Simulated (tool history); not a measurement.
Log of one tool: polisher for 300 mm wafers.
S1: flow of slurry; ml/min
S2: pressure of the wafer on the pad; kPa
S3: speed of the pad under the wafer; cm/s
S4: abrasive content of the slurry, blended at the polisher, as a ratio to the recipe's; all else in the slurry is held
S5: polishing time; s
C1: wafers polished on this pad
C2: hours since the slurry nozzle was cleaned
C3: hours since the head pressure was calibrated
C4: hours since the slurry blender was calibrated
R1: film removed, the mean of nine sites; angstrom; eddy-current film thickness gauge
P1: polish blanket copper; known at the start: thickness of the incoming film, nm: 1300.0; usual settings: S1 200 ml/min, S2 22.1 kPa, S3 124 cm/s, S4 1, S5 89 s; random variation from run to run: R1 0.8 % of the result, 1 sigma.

run   hour   S1    S2   S3    S4   S5    C1     C2     C3     C4      R1
  1     10  200  22.1  124     1   89   471    247  247.4  167.1  4232.7
  2   21.7  200  10.3  124     1   89   556  258.7  259.1  178.8  1957.2
  3   35.1  200  22.1  124  0.55   89   652  272.1  272.5  192.2  3772.8
  4   42.2  200  32.4  124     1   89   704  279.2  279.6  199.3    6163
  5   53.9  200  22.1  192     1  127   788  290.9  291.3    211  9301.9
  6   68.2  200  22.1   68     1   89   891  305.2  305.6  225.3  2308.5
  7   79.5  200  22.1  124     1   42   973  316.5  316.9  236.6  1995.3
  8   87.9  120  22.1  124     1   89  1033  324.9  325.3    245  3901.5
  9   97.8  200  22.1  124     1  123  1105  334.8  335.2  254.9  5817.8
 10  104.2  200  22.1  162     1   89  1151  341.2  341.6  261.3  5484.5
 11  113.6  200  22.1  124  1.45   89  1219  350.6    351  270.7  4492.7
 12  127.1  200  22.1  124     1   89  1316  364.1  364.5  284.2  4234.3
 13  137.9  200  22.1  124     1   89  1394  374.9  375.3    295  4177.8
       147  -- worn pad replaced by a new one
 14  150.3  200  22.1  124     1   89    23  387.3  387.7  307.4  4192.8
 15  156.6  305  22.1  124     1   89    69  393.6    394  313.7  4430.2
 16  167.4  200  22.1  124     1   89   147  404.4  404.8  324.5  4218.5
 17  174.3  200    29   66     1   89   197  411.3  411.7  331.4  2930.6
 18  187.1  200  22.1  124     1   89   289  424.1  424.5  344.2  4164.1
 19    198  200  22.1  124     1   89   367    435  435.4  355.1  4068.7
 20  205.5  200  22.1  124     1   89   422  442.5  442.9  362.6  4087.6
 21  216.8  200  22.1  124     1   89   503  453.8  454.2  373.9  3971.8

Run 22 comes next. What will it give?
     223.1  -- slurry blender recalibrated
 22  224.7  200  22.1  124   1  89  560  461.7  462.1  1.7   ?

Run 22 gave R1 4011.4 angstrom.

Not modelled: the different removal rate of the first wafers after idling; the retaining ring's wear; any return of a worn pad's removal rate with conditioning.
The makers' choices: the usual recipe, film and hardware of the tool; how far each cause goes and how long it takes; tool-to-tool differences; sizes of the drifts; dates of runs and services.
